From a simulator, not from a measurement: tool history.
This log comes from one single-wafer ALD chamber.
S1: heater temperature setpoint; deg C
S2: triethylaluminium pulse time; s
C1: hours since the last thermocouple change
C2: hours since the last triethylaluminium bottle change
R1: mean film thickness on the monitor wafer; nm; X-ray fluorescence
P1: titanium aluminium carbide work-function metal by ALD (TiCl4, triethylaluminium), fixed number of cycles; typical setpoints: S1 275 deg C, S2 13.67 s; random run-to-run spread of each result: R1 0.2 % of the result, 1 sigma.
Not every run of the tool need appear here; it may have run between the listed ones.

run   hour   S1     S2     C1     C2      R1
  1   10.1  275  13.67  766.8  117.1  1.8150
  2   23.8  297  13.67  780.5  130.8  1.9971
  3   42.3  275  13.67  799.0  149.3  1.8057
  4   53.9  275  13.67  810.6  160.9  1.8105
  5   62.3  275  13.67  819.0  169.3  1.8019
  6   73.7  251  13.67  830.4  180.7  1.6075
  7   83.1  275  13.67  839.8  190.1  1.8106
  8   95.3  275  22.07  852.0  202.3  1.8227
  9  105.0  275  13.67  861.7  212.0  1.8086
 10  120.6  275   4.82  877.3  227.6  1.4723
 11  132.6  275  13.67  889.3  239.6  1.8067
 12  145.3  293  17.68  902.0  252.3  1.9784
 13  155.5  275  13.67  912.2  262.5  1.8096
 14  165.4  275  13.67  922.1  272.4  1.7933
 15  176.4  275  13.67  933.1  283.4  1.7860
 16  188.9  275  13.67  945.6  295.9  1.7867
 17  204.6  275  13.67  961.3  311.6  1.7802
 18  216.8  275  13.67  973.5  323.8  1.7768
 19  228.8  275  13.67  985.5  335.8  1.7722
 20  239.1  275  13.67  995.8  346.1  1.7722

What P1 gives has crept off from where it sat before. The 2 causes that follow fit the log equally well, each at the size noted:
A: wafer temperature below the value expected at the setpoint (K) = 4.05
B: triethylaluminium dose below that of a fresh bottle (%) = 24.1
Creep in the process output first set in at about hour 155.5.

The check runs listed below each take one wafer, and their results are still question marks. Under which run would the listed causes lead to clearly different results?
check 1  249.4  297  13.67           ?
check 2  249.4  254  13.67           ?
check 3  249.4  275   5.76           ?
check 4  249.4  255  13.67           ?

If the cause were each of the candidates in turn, the checks would give the following:
  check  result    if A    if B
check 1      R1  1.9638  1.9611
check 2      R1  1.5967  1.5989
check 3      R1  1.5440  1.4205
check 4      R1  1.6046  1.6071
Separation of the two closest causes in each check, using whichever result separates them best: check 1 0.14 %; check 2 0.14 %; check 3 8.34 %; check 4 0.16 %
Of the check runs offered, only check 3 discriminates between the causes; the rest would read about the same regardless of which cause applies.

Then check 3 was run and gave: R1 1.5430 nm. Which cause is it?

The correct cause is A, namely: wafer temperature below the value expected at the setpoint (K).
